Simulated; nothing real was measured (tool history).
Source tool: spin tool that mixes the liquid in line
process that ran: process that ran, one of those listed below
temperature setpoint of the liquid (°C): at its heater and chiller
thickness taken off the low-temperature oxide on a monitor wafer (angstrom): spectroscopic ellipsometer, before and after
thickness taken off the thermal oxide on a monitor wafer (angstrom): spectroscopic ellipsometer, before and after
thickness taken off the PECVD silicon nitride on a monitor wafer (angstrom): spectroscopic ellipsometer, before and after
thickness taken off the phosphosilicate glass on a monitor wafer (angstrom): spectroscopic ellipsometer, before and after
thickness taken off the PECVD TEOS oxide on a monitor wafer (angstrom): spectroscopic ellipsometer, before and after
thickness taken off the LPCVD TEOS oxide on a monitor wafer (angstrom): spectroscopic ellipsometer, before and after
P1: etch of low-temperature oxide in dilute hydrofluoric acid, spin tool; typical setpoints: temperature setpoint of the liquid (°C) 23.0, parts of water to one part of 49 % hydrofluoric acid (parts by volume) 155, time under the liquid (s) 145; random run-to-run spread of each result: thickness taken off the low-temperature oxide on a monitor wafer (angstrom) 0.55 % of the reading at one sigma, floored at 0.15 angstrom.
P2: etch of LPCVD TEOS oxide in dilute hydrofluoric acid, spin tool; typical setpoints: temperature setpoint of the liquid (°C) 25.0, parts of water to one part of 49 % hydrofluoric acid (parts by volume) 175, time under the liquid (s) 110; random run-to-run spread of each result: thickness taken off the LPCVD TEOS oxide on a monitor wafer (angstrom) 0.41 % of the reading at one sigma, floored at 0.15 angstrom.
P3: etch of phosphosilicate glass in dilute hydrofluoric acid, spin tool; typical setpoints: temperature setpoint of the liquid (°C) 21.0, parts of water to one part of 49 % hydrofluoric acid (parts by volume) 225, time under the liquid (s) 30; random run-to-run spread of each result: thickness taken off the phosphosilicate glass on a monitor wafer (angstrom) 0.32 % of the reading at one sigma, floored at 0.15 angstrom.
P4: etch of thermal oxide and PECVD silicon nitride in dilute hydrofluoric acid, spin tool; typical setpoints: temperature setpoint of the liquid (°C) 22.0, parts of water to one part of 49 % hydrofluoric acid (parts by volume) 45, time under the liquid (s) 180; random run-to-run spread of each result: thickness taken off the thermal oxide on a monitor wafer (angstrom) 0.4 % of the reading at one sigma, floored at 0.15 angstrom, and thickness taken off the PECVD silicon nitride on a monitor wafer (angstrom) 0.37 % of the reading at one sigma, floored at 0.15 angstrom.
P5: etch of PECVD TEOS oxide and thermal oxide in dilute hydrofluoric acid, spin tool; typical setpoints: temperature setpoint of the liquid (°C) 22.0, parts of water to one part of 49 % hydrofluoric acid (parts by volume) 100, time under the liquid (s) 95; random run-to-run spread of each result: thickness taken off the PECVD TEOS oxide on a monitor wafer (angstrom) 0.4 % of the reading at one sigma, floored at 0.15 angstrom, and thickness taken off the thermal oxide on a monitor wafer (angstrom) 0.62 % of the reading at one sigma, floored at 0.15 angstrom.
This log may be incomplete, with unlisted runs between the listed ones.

| run | hour | process that ran | temperature setpoint of the liquid (°C) | parts of water to one part of 49 % hydrofluoric acid (parts by volume) | time under the liquid (s) | hours since the thermometer was replaced | hours since the hydrofluoric acid flow meter was replaced | thickness taken off the low-temperature oxide on a monitor wafer (angstrom) | thickness taken off the thermal oxide on a monitor wafer (angstrom) | thickness taken off the PECVD silicon nitride on a monitor wafer (angstrom) | thickness taken off the phosphosilicate glass on a monitor wafer (angstrom) | thickness taken off the PECVD TEOS oxide on a monitor wafer (angstrom) | thickness taken off the LPCVD TEOS oxide on a monitor wafer (angstrom) |
|---|---|---|---|---|---|---|---|---|---|---|---|---|---|
| 1 | 7.1 | P1 | 23.0 | 155 | 145 | 295.3 | 241.0 | 191.540 |  |  |  |  |  |
| 2 | 10.6 | P4 | 27.0 | 45 | 180 | 298.8 | 244.5 |  | 230.940 | 90.705 |  |  |  |
| 3 | 16.6 | P3 | 21.0 | 225 | 15 | 304.8 | 250.5 |  |  |  | 100.88 |  |  |
| 4 | 20.7 | P5 | 22.0 | 100 | 95 | 308.9 | 254.6 |  | 40.197 |  |  | 131.06 |  |
| 5 | 26.1 | P1 | 23.0 | 155 | 15 | 314.3 | 260.0 | 19.805 |  |  |  |  |  |
| 6 | 33.6 | P1 | 23.0 | 155 | 210 | 321.8 | 267.5 | 280.620 |  |  |  |  |  |
| 7 | 38.5 | P1 | 23.0 | 155 | 145 | 326.7 | 272.4 | 192.690 |  |  |  |  |  |
| 8 | 43.3 | P1 | 28.0 | 155 | 230 | 331.5 | 277.2 | 365.620 |  |  |  |  |  |
| 9 | 50.1 | P3 | 17.0 | 225 | 30 | 338.3 | 284.0 |  |  |  | 172.43 |  |  |
| 10 | 56.4 | P2 | 25.0 | 175 | 195 | 344.6 | 290.3 |  |  |  |  |  | 279.04 |
| 11 | 62.1 | P2 | 25.0 | 250 | 110 | 350.3 | 296.0 |  |  |  |  |  | 101.84 |
| 12 | 69.9 | P1 | 23.0 | 260 | 145 | 358.1 | 303.8 | 103.790 |  |  |  |  |  |
| 13 | 75.4 | P1 | 23.0 | 90 | 145 | 363.6 | 309.3 | 356.760 |  |  |  |  |  |
| 14 | 79.0 | P1 | 23.0 | 155 | 145 | 367.2 | 312.9 | 194.510 |  |  |  |  |  |
| 15 | 83.3 | P1 | 23.0 | 155 | 145 | 371.5 | 317.2 | 190.500 |  |  |  |  |  |
| 16 | 87.4 | P2 | 25.0 | 175 | 110 | 375.6 | 321.3 |  |  |  |  |  | 156.43 |
| 17 | 91.7 | P3 | 21.0 | 225 | 30 | 379.9 | 325.6 |  |  |  | 202.37 |  |  |
| 18 | 97.4 | P4 | 22.0 | 65 | 180 | 385.6 | 331.3 |  | 127.280 | 45.259 |  |  |  |
| 19 | 103.4 | P2 | 25.0 | 175 | 110 | 391.6 | 337.3 |  |  |  |  |  | 157.43 |
| 20 | 110.4 | P4 | 22.0 | 45 | 180 | 398.6 | 344.3 |  | 188.390 | 64.385 |  |  |  |
| 21 | 114.2 | P5 | 22.0 | 100 | 140 | 402.4 | 348.1 |  | 59.516 |  |  | 193.80 |  |
| 22 | 117.9 | P5 | 22.0 | 145 | 95 | 406.1 | 351.8 |  | 26.556 |  |  | 85.70 |  |
| 23 | 121.6 | P3 | 21.0 | 125 | 30 | 409.8 | 355.5 |  |  |  | 402.58 |  |  |
| 24 | 125.7 | P4 | 22.0 | 45 | 340 | 413.9 | 359.6 |  | 355.060 | 122.170 |  |  |  |
| 25 | 132.8 | P1 | 23.0 | 155 | 145 | 421.0 | 366.7 | 192.970 |  |  |  |  |  |
| 26 | 137.6 | P1 | 19.0 | 155 | 145 | 425.8 | 371.5 | 165.280 |  |  |  |  |  |
| 27 | 141.9 | P1 | 29.0 | 155 | 145 | 430.1 | 375.8 | 242.860 |  |  |  |  |  |
| 28 | 149.4 | P5 | 28.5 | 100 | 95 | 437.6 | 383.3 |  | 52.120 |  |  | 169.68 |  |
| 29 | 154.7 | P2 | 18.0 | 175 | 110 | 442.9 | 388.6 |  |  |  |  |  | 119.41 |
| 30 | 162.3 | P4 | 22.0 | 45 | 180 | 450.5 | 396.2 |  | 189.130 | 64.719 |  |  |  |
| 31 | 168.7 | P1 | 23.0 | 155 | 145 | 456.9 | 402.6 | 193.850 |  |  |  |  |  |
| 32 | 175.2 | P1 | 23.0 | 155 | 145 | 463.4 | 409.1 | 204.610 |  |  |  |  |  |
| 33 | 181.6 | P1 | 23.0 | 155 | 145 | 469.8 | 415.5 | 208.790 |  |  |  |  |  |

Run 34, settings as shown, results not yet in. Your forecast:
| 34 | 189.3 | P1 | 23.0 | 155 | 145 | 477.5 | 423.2 | ? |  |  |  |  |  |

thickness taken off the low-temperature oxide on a monitor wafer (angstrom): 210.370

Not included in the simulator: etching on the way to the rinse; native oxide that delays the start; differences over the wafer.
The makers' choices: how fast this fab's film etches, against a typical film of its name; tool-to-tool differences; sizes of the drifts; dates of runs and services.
